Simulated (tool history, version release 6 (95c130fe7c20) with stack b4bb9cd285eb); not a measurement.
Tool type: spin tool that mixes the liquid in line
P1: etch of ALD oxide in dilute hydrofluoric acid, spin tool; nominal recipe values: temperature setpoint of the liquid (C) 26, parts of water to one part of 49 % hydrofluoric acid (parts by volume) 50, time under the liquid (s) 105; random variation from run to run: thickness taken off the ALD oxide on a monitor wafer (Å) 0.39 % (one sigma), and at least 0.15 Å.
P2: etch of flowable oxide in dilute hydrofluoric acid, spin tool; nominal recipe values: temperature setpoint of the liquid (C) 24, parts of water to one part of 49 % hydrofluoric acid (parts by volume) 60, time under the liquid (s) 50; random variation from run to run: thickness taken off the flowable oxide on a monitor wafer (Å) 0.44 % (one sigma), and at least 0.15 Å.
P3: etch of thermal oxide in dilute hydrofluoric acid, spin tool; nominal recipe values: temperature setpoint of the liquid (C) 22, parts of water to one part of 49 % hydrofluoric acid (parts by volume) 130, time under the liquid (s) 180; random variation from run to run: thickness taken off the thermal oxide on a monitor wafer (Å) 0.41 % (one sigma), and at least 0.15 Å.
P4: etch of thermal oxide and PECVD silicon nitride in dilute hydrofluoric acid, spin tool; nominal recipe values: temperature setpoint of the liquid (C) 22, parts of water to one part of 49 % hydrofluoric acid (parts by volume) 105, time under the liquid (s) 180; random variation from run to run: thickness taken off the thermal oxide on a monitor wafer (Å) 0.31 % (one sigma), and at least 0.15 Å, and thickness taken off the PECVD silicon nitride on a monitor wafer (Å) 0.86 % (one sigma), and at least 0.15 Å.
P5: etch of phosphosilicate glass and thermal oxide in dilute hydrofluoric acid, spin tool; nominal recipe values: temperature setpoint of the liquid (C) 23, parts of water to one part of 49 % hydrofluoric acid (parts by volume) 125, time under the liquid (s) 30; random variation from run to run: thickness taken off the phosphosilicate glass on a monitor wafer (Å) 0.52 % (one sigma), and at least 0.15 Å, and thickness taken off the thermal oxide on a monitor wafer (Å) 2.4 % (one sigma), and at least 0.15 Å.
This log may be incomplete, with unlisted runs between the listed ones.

| run | hour | process that ran | temperature setpoint of the liquid (C) | parts of water to one part of 49 % hydrofluoric acid (parts by volume) | time under the liquid (s) | hours since the thermometer was replaced | hours since the hydrofluoric acid flow meter was replaced | thickness taken off the ALD oxide on a monitor wafer (Å) | thickness taken off the flowable oxide on a monitor wafer (Å) | thickness taken off the phosphosilicate glass on a monitor wafer (Å) | thickness taken off the thermal oxide on a monitor wafer (Å) | thickness taken off the PECVD silicon nitride on a monitor wafer (Å) |
|---|---|---|---|---|---|---|---|---|---|---|---|---|
| 1 | 6.1 | P1 | 26 | 50 | 105 | 422.1 | 288.9 | 239.55 |  |  |  |  |
| 2 | 11.5 | P1 | 26 | 85 | 20 | 427.5 | 294.3 | 25.649 |  |  |  |  |
| 3 | 19.9 | P2 | 24 | 60 | 50 | 435.9 | 302.7 |  | 377.18 |  |  |  |
| 4 | 26.7 | P1 | 26 | 50 | 105 | 442.7 | 309.5 | 239.9 |  |  |  |  |
| 5 | 35 | P1 | 26 | 50 | 105 | 451 | 317.8 | 239.02 |  |  |  |  |
| 6 | 44.1 | P1 | 18 | 50 | 105 | 460.1 | 326.9 | 171.68 |  |  |  |  |
| 7 | 52.1 | P1 | 26 | 50 | 170 | 468.1 | 334.9 | 390.07 |  |  |  |  |
| 8 | 56.9 | P5 | 17.5 | 125 | 30 | 472.9 | 339.7 |  |  | 259.41 | 7.8015 |  |
| 9 | 65.2 | P5 | 23 | 220 | 30 | 481.2 | 348 |  |  | 165.89 | 5.04 |  |
| 10 | 69.4 | P4 | 22 | 175 | 180 | 485.4 | 352.2 |  |  |  | 41.74 | 17.422 |
|  | 76.7 | hydrofluoric acid flow meter replaced |
| 11 | 78.3 | P4 | 29.5 | 105 | 180 | 494.3 | 1.7 |  |  |  | 100.82 | 47.617 |
| 12 | 85.9 | P1 | 26 | 50 | 105 | 501.9 | 9.3 | 239.77 |  |  |  |  |
| 13 | 94.5 | P1 | 32 | 50 | 170 | 510.5 | 17.9 | 493.27 |  |  |  |  |
| 14 | 99.6 | P1 | 26 | 50 | 105 | 515.6 | 23 | 237.93 |  |  |  |  |
| 15 | 106.3 | P3 | 22 | 215 | 180 | 522.3 | 29.7 |  |  |  | 33.652 |  |
| 16 | 112 | P2 | 32.5 | 60 | 50 | 528 | 35.4 |  | 525.38 |  |  |  |
| 17 | 116.3 | P2 | 24 | 60 | 30 | 532.3 | 39.7 |  | 225.48 |  |  |  |
| 18 | 124.1 | P2 | 24 | 20 | 50 | 540.1 | 47.5 |  | 1190.2 |  |  |  |
| 19 | 132.5 | P1 | 34 | 50 | 105 | 548.5 | 55.9 | 328.01 |  |  |  |  |
| 20 | 140.3 | P5 | 23 | 125 | 15 | 556.3 | 63.7 |  |  | 162.26 | 4.7563 |  |
| 21 | 147.2 | P1 | 26 | 85 | 105 | 563.2 | 70.6 | 134.24 |  |  |  |  |
| 22 | 154.8 | P3 | 22 | 130 | 320 | 570.8 | 78.2 |  |  |  | 108.27 |  |
| 23 | 160.3 | P1 | 26 | 30 | 105 | 576.3 | 83.7 | 408.29 |  |  |  |  |
| 24 | 167.3 | P1 | 26 | 50 | 15 | 583.3 | 90.7 | 34.508 |  |  |  |  |
| 25 | 175.5 | P5 | 23 | 125 | 30 | 591.5 | 98.9 |  |  | 325.84 | 10.156 |  |
| 26 | 183.8 | P3 | 22 | 130 | 180 | 599.8 | 107.2 |  |  |  | 61.075 |  |
| 27 | 187.8 | P4 | 22 | 105 | 15 | 603.8 | 111.2 |  |  |  | 6.4011 | 2.4074 |
| 28 | 193 | P1 | 26 | 50 | 105 | 609 | 116.4 | 238.23 |  |  |  |  |
| 29 | 199.8 | P3 | 29.5 | 130 | 180 | 615.8 | 123.2 |  |  |  | 81.217 |  |
| 30 | 208.2 | P4 | 22 | 105 | 180 | 624.2 | 131.6 |  |  |  | 75.111 | 28.76 |
| 31 | 214.8 | P2 | 24 | 60 | 50 | 630.8 | 138.2 |  | 374.34 |  |  |  |
| 32 | 220.1 | P1 | 26 | 50 | 105 | 636.1 | 143.5 | 239.12 |  |  |  |  |
| 33 | 225.1 | P1 | 26 | 50 | 105 | 641.1 | 148.5 | 235.34 |  |  |  |  |
| 34 | 230.6 | P1 | 26 | 50 | 105 | 646.6 | 154 | 232.46 |  |  |  |  |
| 35 | 238.1 | P1 | 26 | 50 | 105 | 654.1 | 161.5 | 227.47 |  |  |  |  |
| 36 | 246.9 | P1 | 26 | 50 | 105 | 662.9 | 170.3 | 224.36 |  |  |  |  |
| 37 | 254.2 | P1 | 26 | 50 | 105 | 670.2 | 177.6 | 222.05 |  |  |  |  |
| 38 | 260.4 | P1 | 26 | 50 | 105 | 676.4 | 183.8 | 222.81 |  |  |  |  |
| 39 | 267.4 | P1 | 26 | 50 | 105 | 683.4 | 190.8 | 221.63 |  |  |  |  |
| 40 | 271.5 | P1 | 26 | 50 | 105 | 687.5 | 194.9 | 220.95 |  |  |  |  |
| 41 | 280.6 | P1 | 26 | 50 | 105 | 696.6 | 204 | 220.29 |  |  |  |  |
| 42 | 286.7 | P1 | 26 | 50 | 105 | 702.7 | 210.1 | 219.67 |  |  |  |  |
| 43 | 293.7 | P1 | 26 | 50 | 105 | 709.7 | 217.1 | 219.11 |  |  |  |  |

What P1 gives has crept away from where it was. These 2 causes fit the log equally well, each at the size given:
A: hydrofluoric acid flow below the setpoint (%) = 7.28
B: liquid colder than its thermometer reads (K) = 1.99
The process output started creeping at around hour 220.1.

Of the 4 check runs below, each run on 2 wafers with the results averaged and each result still a question mark, which one would tell the listed causes apart?
| check 1 | 300.7 | P2 | 24 | 60 | 50 |  |  |  | ? |  |  |  |
| check 2 | 300.7 | P4 | 22 | 105 | 180 |  |  |  |  |  | ? | ? |
| check 3 | 300.7 | P5 | 23 | 125 | 30 |  |  |  |  | ? | ? |  |
| check 4 | 300.7 | P3 | 22 | 130 | 180 |  |  |  |  |  | ? |  |

Check results expected under each cause:
| check | result | if A | if B |
|---|---|---|---|
| check 1 | thickness taken off the flowable oxide on a monitor wafer (Å) | 347.78 | 347.71 |
| check 2 | thickness taken off the thermal oxide on a monitor wafer (Å) | 69.107 | 69.407 |
| check 2 | thickness taken off the PECVD silicon nitride on a monitor wafer (Å) | 26.801 | 25.242 |
| check 3 | thickness taken off the phosphosilicate glass on a monitor wafer (Å) | 296.29 | 298.64 |
| check 3 | thickness taken off the thermal oxide on a monitor wafer (Å) | 9.1721 | 9.2448 |
| check 4 | thickness taken off the thermal oxide on a monitor wafer (Å) | 56.038 | 56.462 |
How far apart the two closest causes lie, in the result that separates them most: check 1 0.02 %; check 2 5.99 %; check 3 0.79 %; check 4 0.76 %
Check 2 is the one run that separates the causes; every other check would come out nearly the same whichever cause is at work.

After running check 2, the following was obtained: thickness taken off the thermal oxide on a monitor wafer (Å) 68.948; thickness taken off the PECVD silicon nitride on a monitor wafer (Å) 26.72. Which cause does this point to?

It is A: hydrofluoric acid flow below the setpoint (%).

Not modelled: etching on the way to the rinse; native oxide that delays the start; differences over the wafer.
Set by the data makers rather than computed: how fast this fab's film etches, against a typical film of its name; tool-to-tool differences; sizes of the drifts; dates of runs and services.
